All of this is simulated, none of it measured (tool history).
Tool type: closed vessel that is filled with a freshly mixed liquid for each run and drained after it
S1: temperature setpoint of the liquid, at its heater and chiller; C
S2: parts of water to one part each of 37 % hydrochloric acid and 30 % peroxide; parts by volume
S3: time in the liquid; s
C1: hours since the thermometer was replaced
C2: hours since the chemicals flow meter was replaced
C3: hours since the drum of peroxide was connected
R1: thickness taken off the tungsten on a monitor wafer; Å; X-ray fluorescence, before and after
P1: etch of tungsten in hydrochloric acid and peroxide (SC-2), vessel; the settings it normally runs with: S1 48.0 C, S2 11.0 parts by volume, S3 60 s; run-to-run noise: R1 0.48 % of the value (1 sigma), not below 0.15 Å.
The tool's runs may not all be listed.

{"run": 1, "hour": 11.2, "S1": 48.0, "S2": 11.0, "S3": 60, "C1": 1933.6, "C2": 243.2, "C3": 500.7, "R1": 186.3}
{"run": 2, "hour": 19.6, "S1": 48.0, "S2": 11.0, "S3": 60, "C1": 1942.0, "C2": 251.6, "C3": 509.1, "R1": 186.08}
{"run": 3, "hour": 27.8, "S1": 48.0, "S2": 11.0, "S3": 60, "C1": 1950.2, "C2": 259.8, "C3": 517.3, "R1": 185.65}
{"run": 4, "hour": 37.2, "S1": 48.0, "S2": 11.0, "S3": 60, "C1": 1959.6, "C2": 269.2, "C3": 526.7, "R1": 185.01}
{"hour": 42.2, "done": "new drum of peroxide connected"}
{"run": 5, "hour": 46.8, "S1": 58.0, "S2": 11.0, "S3": 60, "C1": 1969.2, "C2": 278.8, "C3": 4.6, "R1": 362.04}
{"run": 6, "hour": 53.3, "S1": 48.0, "S2": 4.0, "S3": 60, "C1": 1975.7, "C2": 285.3, "C3": 11.1, "R1": 403.3}
{"run": 7, "hour": 61.4, "S1": 58.0, "S2": 7.5, "S3": 60, "C1": 1983.8, "C2": 293.4, "C3": 19.2, "R1": 490.33}
{"run": 8, "hour": 66.7, "S1": 48.0, "S2": 11.0, "S3": 30, "C1": 1989.1, "C2": 298.7, "C3": 24.5, "R1": 92.531}
{"run": 9, "hour": 71.9, "S1": 48.0, "S2": 11.0, "S3": 115, "C1": 1994.3, "C2": 303.9, "C3": 29.7, "R1": 355.84}
{"run": 10, "hour": 80.9, "S1": 48.0, "S2": 11.0, "S3": 60, "C1": 2003.3, "C2": 312.9, "C3": 38.7, "R1": 188.26}
{"run": 11, "hour": 90.5, "S1": 35.0, "S2": 11.0, "S3": 30, "C1": 2012.9, "C2": 322.5, "C3": 48.3, "R1": 37.53}
{"run": 12, "hour": 100.4, "S1": 48.0, "S2": 19.0, "S3": 60, "C1": 2022.8, "C2": 332.4, "C3": 58.2, "R1": 115.48}
{"run": 13, "hour": 107.3, "S1": 63.5, "S2": 18.0, "S3": 60, "C1": 2029.7, "C2": 339.3, "C3": 65.1, "R1": 328.33}
{"run": 14, "hour": 113.5, "S1": 35.0, "S2": 11.0, "S3": 60, "C1": 2035.9, "C2": 345.5, "C3": 71.3, "R1": 74.897}
{"run": 15, "hour": 122.4, "S1": 48.0, "S2": 11.0, "S3": 60, "C1": 2044.8, "C2": 354.4, "C3": 80.2, "R1": 187.35}
{"run": 16, "hour": 131.7, "S1": 48.0, "S2": 11.0, "S3": 60, "C1": 2054.1, "C2": 363.7, "C3": 89.5, "R1": 180.2}
{"run": 17, "hour": 140.0, "S1": 48.0, "S2": 11.0, "S3": 60, "C1": 2062.4, "C2": 372.0, "C3": 97.8, "R1": 175.42}
{"run": 18, "hour": 149.6, "S1": 48.0, "S2": 11.0, "S3": 60, "C1": 2072.0, "C2": 381.6, "C3": 107.4, "R1": 171.84}
{"hour": 153.5, "done": "new drum of peroxide connected"}
{"run": 19, "hour": 158.2, "S1": 48.0, "S2": 11.0, "S3": 60, "C1": 2080.6, "C2": 390.2, "C3": 4.7, "R1": 170.76}
{"run": 20, "hour": 164.5, "S1": 48.0, "S2": 11.0, "S3": 60, "C1": 2086.9, "C2": 396.5, "C3": 11.0, "R1": 168.53}
{"run": 21, "hour": 171.1, "S1": 48.0, "S2": 11.0, "S3": 60, "C1": 2093.5, "C2": 403.1, "C3": 17.6, "R1": 168.84}
{"run": 22, "hour": 179.7, "S1": 48.0, "S2": 11.0, "S3": 60, "C1": 2102.1, "C2": 411.7, "C3": 26.2, "R1": 169.7}

P1 no longer gives what it gave before; its output has crept away from where it was. The following 2 causes, each at its listed size, fit the log equally well:
A: liquid colder than its thermometer reads (K) = 1.4
B: chemicals flow below the setpoint (%) = 10.5
Onset of the creep was near hour 122.4.
Excluded causes, each with its reason:
peroxide weaker than its label (%): serviced at hour 153.5, after the change had begun; the process did not return to its earlier output

Consider the 4 check runs below, whose results appear as question marks and each of which averages 2 wafers. Which one distinguishes the causes, in that each cause would give it a clearly different result?
{"run": "check 1", "hour": 188.3, "S1": 35.0, "S2": 4.0, "S3": 60, "R1": "?"}
{"run": "check 2", "hour": 188.3, "S1": 41.5, "S2": 17.5, "S3": 60, "R1": "?"}
{"run": "check 3", "hour": 188.3, "S1": 48.0, "S2": 18.0, "S3": 110, "R1": "?"}
{"run": "check 4", "hour": 188.3, "S1": 55.5, "S2": 15.5, "S3": 60, "R1": "?"}

Outcome of each check run for each possible cause:
check=check_1 result=R1 if_A=146.050 if_B=150.180
check=check_2 result=R1 if_A=71.975 if_B=71.888
check=check_3 result=R1 if_A=202.140 if_B=201.040
check=check_4 result=R1 if_A=207.560 if_B=205.870
Minimum pairwise separation of causes per check, each pair taken at its best-separating result: check 1 2.79 %; check 2 0.12 %; check 3 0.55 %; check 4 0.82 %
Of the check runs offered, only check 1 discriminates between the causes; the rest would read about the same regardless of which cause applies.

The results of check 1 are: R1 146.510 Å. Based on these, which of the listed causes is it?

The cause is A: liquid colder than its thermometer reads (K).
